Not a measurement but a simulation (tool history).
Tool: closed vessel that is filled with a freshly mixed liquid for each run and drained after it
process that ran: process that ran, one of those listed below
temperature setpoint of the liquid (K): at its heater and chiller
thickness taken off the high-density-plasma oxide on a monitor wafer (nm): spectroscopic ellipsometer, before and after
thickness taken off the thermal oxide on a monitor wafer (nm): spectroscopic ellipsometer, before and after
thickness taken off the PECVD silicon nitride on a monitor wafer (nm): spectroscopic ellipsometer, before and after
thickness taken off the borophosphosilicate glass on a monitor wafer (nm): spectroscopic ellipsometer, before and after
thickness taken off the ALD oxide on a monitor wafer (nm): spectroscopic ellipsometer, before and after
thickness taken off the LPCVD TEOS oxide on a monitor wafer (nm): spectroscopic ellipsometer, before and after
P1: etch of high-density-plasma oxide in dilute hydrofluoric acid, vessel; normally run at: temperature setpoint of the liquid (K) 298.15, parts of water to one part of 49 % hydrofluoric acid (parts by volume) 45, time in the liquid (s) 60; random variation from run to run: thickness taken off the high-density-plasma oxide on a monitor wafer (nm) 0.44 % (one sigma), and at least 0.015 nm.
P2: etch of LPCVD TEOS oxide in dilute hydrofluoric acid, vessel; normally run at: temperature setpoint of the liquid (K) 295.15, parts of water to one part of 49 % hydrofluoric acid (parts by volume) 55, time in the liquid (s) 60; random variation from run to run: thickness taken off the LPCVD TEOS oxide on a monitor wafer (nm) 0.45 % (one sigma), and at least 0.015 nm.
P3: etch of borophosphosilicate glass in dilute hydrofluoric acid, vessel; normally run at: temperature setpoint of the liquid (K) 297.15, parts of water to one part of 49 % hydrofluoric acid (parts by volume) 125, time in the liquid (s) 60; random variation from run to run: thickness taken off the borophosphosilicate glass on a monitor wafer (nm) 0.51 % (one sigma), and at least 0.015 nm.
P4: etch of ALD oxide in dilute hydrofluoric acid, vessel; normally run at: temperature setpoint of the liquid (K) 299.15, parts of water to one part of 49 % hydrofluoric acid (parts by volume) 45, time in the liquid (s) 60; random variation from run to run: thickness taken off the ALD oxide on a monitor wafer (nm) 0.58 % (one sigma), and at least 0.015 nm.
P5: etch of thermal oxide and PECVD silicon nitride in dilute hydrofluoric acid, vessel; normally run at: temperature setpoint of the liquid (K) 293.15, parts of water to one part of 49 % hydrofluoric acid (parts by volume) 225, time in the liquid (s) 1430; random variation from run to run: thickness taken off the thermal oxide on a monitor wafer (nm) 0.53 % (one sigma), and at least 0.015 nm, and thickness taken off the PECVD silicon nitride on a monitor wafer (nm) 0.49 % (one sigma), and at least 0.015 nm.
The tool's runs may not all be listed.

run	day	process that ran	temperature setpoint of the liquid (K)	parts of water to one part of 49 % hydrofluoric acid (parts by volume)	time in the liquid (s)	hours since the thermometer was replaced	hours since the hydrofluoric acid flow meter was replaced	thickness taken off the high-density-plasma oxide on a monitor wafer (nm)	thickness taken off the thermal oxide on a monitor wafer (nm)	thickness taken off the PECVD silicon nitride on a monitor wafer (nm)	thickness taken off the borophosphosilicate glass on a monitor wafer (nm)	thickness taken off the ALD oxide on a monitor wafer (nm)	thickness taken off the LPCVD TEOS oxide on a monitor wafer (nm)
1	0.250	P1	298.15	45	60	641.6	456.6	7.2807					
2	0.542	P1	298.15	30	60	648.6	463.6	11.2150					
3	0.879	P5	293.15	225	200	656.7	471.7		3.5345	1.6079			
# day 0.996: thermometer replaced
4	1.217	P3	297.15	125	90	5.4	479.8				50.550		
5	1.483	P4	299.15	70	60	11.8	486.2					19.248	
6	1.658	P1	301.65	75	60	16.0	490.4	4.8291					
7	1.929	P1	298.15	75	60	22.5	496.9	4.1977					
8	2.096	P1	298.15	45	95	26.5	500.9	11.5380					
9	2.342	P1	291.65	45	60	32.4	506.8	5.5740					
10	2.579	P4	299.15	45	100	38.1	512.5					50.938	
11	2.733	P5	290.15	225	1430	41.8	516.2		22.3080	9.4581			
12	2.929	P2	295.15	100	60	46.5	520.9						19.529
13	3.221	P3	301.15	125	60	53.5	527.9				39.878		
14	3.467	P5	293.15	225	1430	59.4	533.8		25.2850	11.5730			
15	3.708	P2	295.15	55	60	65.2	539.6						37.524
16	3.954	P1	302.65	45	60	71.1	545.5	8.8102					
17	4.125	P1	298.15	45	60	75.2	549.6	7.2820					
18	4.358	P3	297.15	205	60	80.8	555.2				18.906		
19	4.612	P2	290.15	55	60	86.9	561.3						30.321
20	4.783	P4	299.15	45	60	91.0	565.4					30.891	
21	4.942	P1	298.15	45	60	94.8	569.2	7.3150					
22	5.225	P5	293.15	400	1430	101.6	576.0		12.3270	6.6179			
23	5.462	P4	293.65	45	60	107.3	581.7					24.320	
24	5.617	P1	298.15	45	30	111.0	585.4	3.6387					
25	5.942	P2	295.15	55	30	118.8	593.2						18.668
26	6.283	P4	299.15	45	60	127.0	601.4					30.845	
27	6.450	P3	297.15	125	60	131.0	605.4				33.755		
28	6.658	P1	298.15	45	60	136.0	610.4	7.2868					
29	6.921	P1	298.15	45	60	142.3	616.7	7.3429					
30	7.162	P1	298.15	45	60	148.1	622.5	7.0900					
31	7.383	P1	298.15	45	60	153.4	627.8	6.9286					
32	7.725	P1	298.15	45	60	161.6	636.0	6.8354					
33	7.900	P1	298.15	45	60	165.8	640.2	6.8120					
34	8.183	P1	298.15	45	60	172.6	647.0	6.7740					
35	8.438	P1	298.15	45	60	178.7	653.1	6.7755					
36	8.708	P1	298.15	45	60	185.2	659.6	6.6916					
37	9.042	P1	298.15	45	60	193.2	667.6	6.7023					
38	9.362	P1	298.15	45	60	200.9	675.3	6.6743					
39	9.558	P1	298.15	45	60	205.6	680.0	6.6277					

What P1 gives has crept away from where it was. These 2 causes fit the log equally well, each at the size given:
A: hydrofluoric acid flow below the setpoint (%) = 8.3
B: liquid colder than its thermometer reads (K) = 2.24
The creep began at about day 6.921.

4 check runs are offered, one wafer each, their results left as question marks. Which one tells the causes apart?
check 1	9.754	P3	297.15	125	60						?		
check 2	9.754	P2	295.15	55	60								?
check 3	9.754	P4	299.15	45	60							?	
check 4	9.754	P5	293.15	225	1430				?	?			

What each check would give under each cause:
check	result	if A	if B
check 1	thickness taken off the borophosphosilicate glass on a monitor wafer (nm)	30.619	30.983
check 2	thickness taken off the LPCVD TEOS oxide on a monitor wafer (nm)	34.084	34.042
check 3	thickness taken off the ALD oxide on a monitor wafer (nm)	28.014	28.023
check 4	thickness taken off the thermal oxide on a monitor wafer (nm)	22.6890	23.1380
check 4	thickness taken off the PECVD silicon nitride on a monitor wafer (nm)	10.6030	9.9529
How far apart the two closest causes lie, in the result that separates them most: check 1 1.18 %; check 2 0.12 %; check 3 0.04 %; check 4 6.33 %
Check 4 tells the causes apart: in the others they would give nearly the same result.

Then check 4 was run and gave: thickness taken off the thermal oxide on a monitor wafer (nm) 23.0610; thickness taken off the PECVD silicon nitride on a monitor wafer (nm) 9.9757. Which cause is it?

It is B: liquid colder than its thermometer reads (K).

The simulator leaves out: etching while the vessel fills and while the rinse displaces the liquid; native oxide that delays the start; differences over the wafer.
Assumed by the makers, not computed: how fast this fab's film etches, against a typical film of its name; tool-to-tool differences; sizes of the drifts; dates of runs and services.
